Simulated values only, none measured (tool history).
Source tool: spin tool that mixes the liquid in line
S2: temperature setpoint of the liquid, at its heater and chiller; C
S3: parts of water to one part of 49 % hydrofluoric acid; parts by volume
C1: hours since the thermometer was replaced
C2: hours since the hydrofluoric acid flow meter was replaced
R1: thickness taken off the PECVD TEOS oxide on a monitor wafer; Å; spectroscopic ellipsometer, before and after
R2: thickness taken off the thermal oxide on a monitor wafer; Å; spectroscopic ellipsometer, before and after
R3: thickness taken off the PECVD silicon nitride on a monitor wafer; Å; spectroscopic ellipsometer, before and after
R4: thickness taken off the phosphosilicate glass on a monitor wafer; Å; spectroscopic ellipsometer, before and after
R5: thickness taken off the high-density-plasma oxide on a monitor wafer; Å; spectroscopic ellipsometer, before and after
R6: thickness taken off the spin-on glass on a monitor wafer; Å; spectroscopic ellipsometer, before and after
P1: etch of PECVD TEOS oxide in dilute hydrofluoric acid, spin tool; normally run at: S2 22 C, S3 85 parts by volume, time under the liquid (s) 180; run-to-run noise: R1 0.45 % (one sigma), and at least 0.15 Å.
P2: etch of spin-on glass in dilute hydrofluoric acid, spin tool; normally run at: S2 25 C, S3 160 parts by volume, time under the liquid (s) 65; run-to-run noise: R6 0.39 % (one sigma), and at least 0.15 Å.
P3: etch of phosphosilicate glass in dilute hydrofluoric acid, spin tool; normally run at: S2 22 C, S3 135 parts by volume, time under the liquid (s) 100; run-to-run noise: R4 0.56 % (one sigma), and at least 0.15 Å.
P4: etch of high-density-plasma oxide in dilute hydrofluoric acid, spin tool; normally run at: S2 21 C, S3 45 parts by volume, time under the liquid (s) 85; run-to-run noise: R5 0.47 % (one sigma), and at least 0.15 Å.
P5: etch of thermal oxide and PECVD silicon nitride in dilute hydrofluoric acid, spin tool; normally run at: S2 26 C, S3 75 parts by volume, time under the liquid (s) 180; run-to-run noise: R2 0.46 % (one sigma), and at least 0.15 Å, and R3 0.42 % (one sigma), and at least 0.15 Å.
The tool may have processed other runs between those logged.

{"run": 1, "hour": 8.0, "process that ran": "P1", "S2": 22, "S3": 85, "time under the liquid (s)": 180, "C1": 735.4, "C2": 512.9, "R1": 166.64}
{"run": 2, "hour": 15.1, "process that ran": "P1", "S2": 17.5, "S3": 85, "time under the liquid (s)": 100, "C1": 742.5, "C2": 520, "R1": 76.662}
{"run": 3, "hour": 24.5, "process that ran": "P5", "S2": 34, "S3": 75, "time under the liquid (s)": 180, "C1": 751.9, "C2": 529.4, "R2": 160.95, "R3": 155.34}
{"run": 4, "hour": 30.5, "process that ran": "P3", "S2": 22, "S3": 135, "time under the liquid (s)": 100, "C1": 757.9, "C2": 535.4, "R4": 556.86}
{"run": 5, "hour": 40.8, "process that ran": "P3", "S2": 22, "S3": 135, "time under the liquid (s)": 185, "C1": 768.2, "C2": 545.7, "R4": 1026.7}
{"run": 6, "hour": 52.4, "process that ran": "P1", "S2": 22, "S3": 85, "time under the liquid (s)": 325, "C1": 779.8, "C2": 557.3, "R1": 303.46}
{"run": 7, "hour": 60.9, "process that ran": "P1", "S2": 22, "S3": 85, "time under the liquid (s)": 180, "C1": 788.3, "C2": 565.8, "R1": 167.43}
{"run": 8, "hour": 72.0, "process that ran": "P3", "S2": 22, "S3": 235, "time under the liquid (s)": 100, "C1": 799.4, "C2": 576.9, "R4": 287.67}
{"run": 9, "hour": 79.0, "process that ran": "P4", "S2": 21, "S3": 45, "time under the liquid (s)": 45, "C1": 806.4, "C2": 583.9, "R5": 48.047}
{"run": 10, "hour": 87.2, "process that ran": "P1", "S2": 22, "S3": 85, "time under the liquid (s)": 180, "C1": 814.6, "C2": 592.1, "R1": 168.26}
{"run": 11, "hour": 96.3, "process that ran": "P1", "S2": 27.5, "S3": 85, "time under the liquid (s)": 255, "C1": 823.7, "C2": 601.2, "R1": 294.41}
{"run": 12, "hour": 105.4, "process that ran": "P3", "S2": 22, "S3": 135, "time under the liquid (s)": 100, "C1": 832.8, "C2": 610.3, "R4": 553.69}
{"run": 13, "hour": 116.4, "process that ran": "P5", "S2": 26, "S3": 75, "time under the liquid (s)": 180, "C1": 843.8, "C2": 621.3, "R2": 117.7, "R3": 93.971}
{"run": 14, "hour": 126.8, "process that ran": "P1", "S2": 30, "S3": 85, "time under the liquid (s)": 180, "C1": 854.2, "C2": 631.7, "R1": 230.91}
{"run": 15, "hour": 134.3, "process that ran": "P2", "S2": 25, "S3": 160, "time under the liquid (s)": 65, "C1": 861.7, "C2": 639.2, "R6": 158.32}
{"run": 16, "hour": 144.4, "process that ran": "P1", "S2": 22, "S3": 85, "time under the liquid (s)": 180, "C1": 871.8, "C2": 649.3, "R1": 167.95}
{"run": 17, "hour": 155.7, "process that ran": "P4", "S2": 17, "S3": 45, "time under the liquid (s)": 85, "C1": 883.1, "C2": 660.6, "R5": 75.923}
{"run": 18, "hour": 167.1, "process that ran": "P2", "S2": 25, "S3": 160, "time under the liquid (s)": 15, "C1": 894.5, "C2": 672, "R6": 36.722}
{"run": 19, "hour": 174.4, "process that ran": "P1", "S2": 17, "S3": 85, "time under the liquid (s)": 180, "C1": 901.8, "C2": 679.3, "R1": 135.3}
{"run": 20, "hour": 186.8, "process that ran": "P1", "S2": 22, "S3": 25, "time under the liquid (s)": 180, "C1": 914.2, "C2": 691.7, "R1": 613.3}
{"run": 21, "hour": 194.3, "process that ran": "P3", "S2": 17, "S3": 135, "time under the liquid (s)": 100, "C1": 921.7, "C2": 699.2, "R4": 453.17}
{"run": 22, "hour": 207.8, "process that ran": "P5", "S2": 26, "S3": 75, "time under the liquid (s)": 180, "C1": 935.2, "C2": 712.7, "R2": 116.99, "R3": 93.993}
{"run": 23, "hour": 217.1, "process that ran": "P5", "S2": 26, "S3": 20, "time under the liquid (s)": 180, "C1": 944.5, "C2": 722, "R2": 478.99, "R3": 339.41}
{"run": 24, "hour": 228.8, "process that ran": "P2", "S2": 25, "S3": 65, "time under the liquid (s)": 65, "C1": 956.2, "C2": 733.7, "R6": 438.48}
{"run": 25, "hour": 236.1, "process that ran": "P4", "S2": 21, "S3": 45, "time under the liquid (s)": 85, "C1": 963.5, "C2": 741, "R5": 90}
{"run": 26, "hour": 249.6, "process that ran": "P2", "S2": 17, "S3": 160, "time under the liquid (s)": 65, "C1": 977, "C2": 754.5, "R6": 115.6}
{"run": 27, "hour": 256.5, "process that ran": "P4", "S2": 21, "S3": 80, "time under the liquid (s)": 85, "C1": 983.9, "C2": 761.4, "R5": 48.862}
{"run": 28, "hour": 263.0, "process that ran": "P5", "S2": 26, "S3": 75, "time under the liquid (s)": 315, "C1": 990.4, "C2": 767.9, "R2": 206.24, "R3": 162.45}
{"run": 29, "hour": 274.1, "process that ran": "P1", "S2": 22, "S3": 85, "time under the liquid (s)": 45, "C1": 1001.5, "C2": 779, "R1": 41.763}
{"run": 30, "hour": 284.3, "process that ran": "P4", "S2": 21, "S3": 45, "time under the liquid (s)": 85, "C1": 1011.7, "C2": 789.2, "R5": 90.322}
{"run": 31, "hour": 293.2, "process that ran": "P1", "S2": 22, "S3": 120, "time under the liquid (s)": 180, "C1": 1020.6, "C2": 798.1, "R1": 114.18}
{"run": 32, "hour": 304.2, "process that ran": "P1", "S2": 22, "S3": 85, "time under the liquid (s)": 180, "C1": 1031.6, "C2": 809.1, "R1": 167.36}
{"run": 33, "hour": 313.3, "process that ran": "P1", "S2": 22, "S3": 85, "time under the liquid (s)": 180, "C1": 1040.7, "C2": 818.2, "R1": 164.49}
{"run": 34, "hour": 327.1, "process that ran": "P1", "S2": 22, "S3": 85, "time under the liquid (s)": 180, "C1": 1054.5, "C2": 832, "R1": 161.71}
{"run": 35, "hour": 336.6, "process that ran": "P1", "S2": 22, "S3": 85, "time under the liquid (s)": 180, "C1": 1064, "C2": 841.5, "R1": 157.89}
{"run": 36, "hour": 343.5, "process that ran": "P1", "S2": 22, "S3": 85, "time under the liquid (s)": 180, "C1": 1070.9, "C2": 848.4, "R1": 158.32}
{"run": 37, "hour": 356.6, "process that ran": "P1", "S2": 22, "S3": 85, "time under the liquid (s)": 180, "C1": 1084, "C2": 861.5, "R1": 156.53}
{"run": 38, "hour": 369.9, "process that ran": "P1", "S2": 22, "S3": 85, "time under the liquid (s)": 180, "C1": 1097.3, "C2": 874.8, "R1": 157.75}
{"run": 39, "hour": 383.7, "process that ran": "P1", "S2": 22, "S3": 85, "time under the liquid (s)": 180, "C1": 1111.1, "C2": 888.6, "R1": 155.81}
{"run": 40, "hour": 395.8, "process that ran": "P1", "S2": 22, "S3": 85, "time under the liquid (s)": 180, "C1": 1123.2, "C2": 900.7, "R1": 154.9}
{"run": 41, "hour": 407.2, "process that ran": "P1", "S2": 22, "S3": 85, "time under the liquid (s)": 180, "C1": 1134.6, "C2": 912.1, "R1": 156.49}

Something has made what P1 gives creep away from where it was; the 2 causes below, each at its own stated size, fit the log equally well:
A: hydrofluoric acid flow below the setpoint (%) = 6.13
B: liquid colder than its thermometer reads (K) = 1.71
The drift started at roughly hour 304.2.

Listed below are the offered check runs, one wafer per run, with question marks in place of results. For which of them would the causes give clearly different outcomes?
{"run": "check 1", "hour": 418.6, "process that ran": "P3", "S2": 22, "S3": 135, "time under the liquid (s)": 175, "R4": "?"}
{"run": "check 2", "hour": 418.6, "process that ran": "P4", "S2": 21, "S3": 75, "time under the liquid (s)": 85, "R5": "?"}
{"run": "check 3", "hour": 418.6, "process that ran": "P5", "S2": 32, "S3": 20, "time under the liquid (s)": 180, "R2": "?", "R3": "?"}
{"run": "check 4", "hour": 418.6, "process that ran": "P2", "S2": 18.5, "S3": 90, "time under the liquid (s)": 65, "R6": "?"}

Predicted outcomes, by check and by cause:
check=check_1 result=R4 if_A=903.01 if_B=907.64
check=check_2 result=R5 if_A=48.603 if_B=48.495
check=check_3 result=R2 if_A=570.58 if_B=568.91
check=check_3 result=R3 if_A=473.35 if_B=450.01
check=check_4 result=R6 if_A=218.23 if_B=217.69
How far apart the two closest causes lie, in the result that separates them most: check 1 0.51 %; check 2 0.22 %; check 3 5.06 %; check 4 0.25 %
Check 3 is the one run that separates the causes; every other check would come out nearly the same whichever cause is at work.

Check 3 was carried out, with these results: R2 571.56 Å; R3 473.89 Å. Which of the listed causes is responsible?

A is the cause: hydrofluoric acid flow below the setpoint (%).
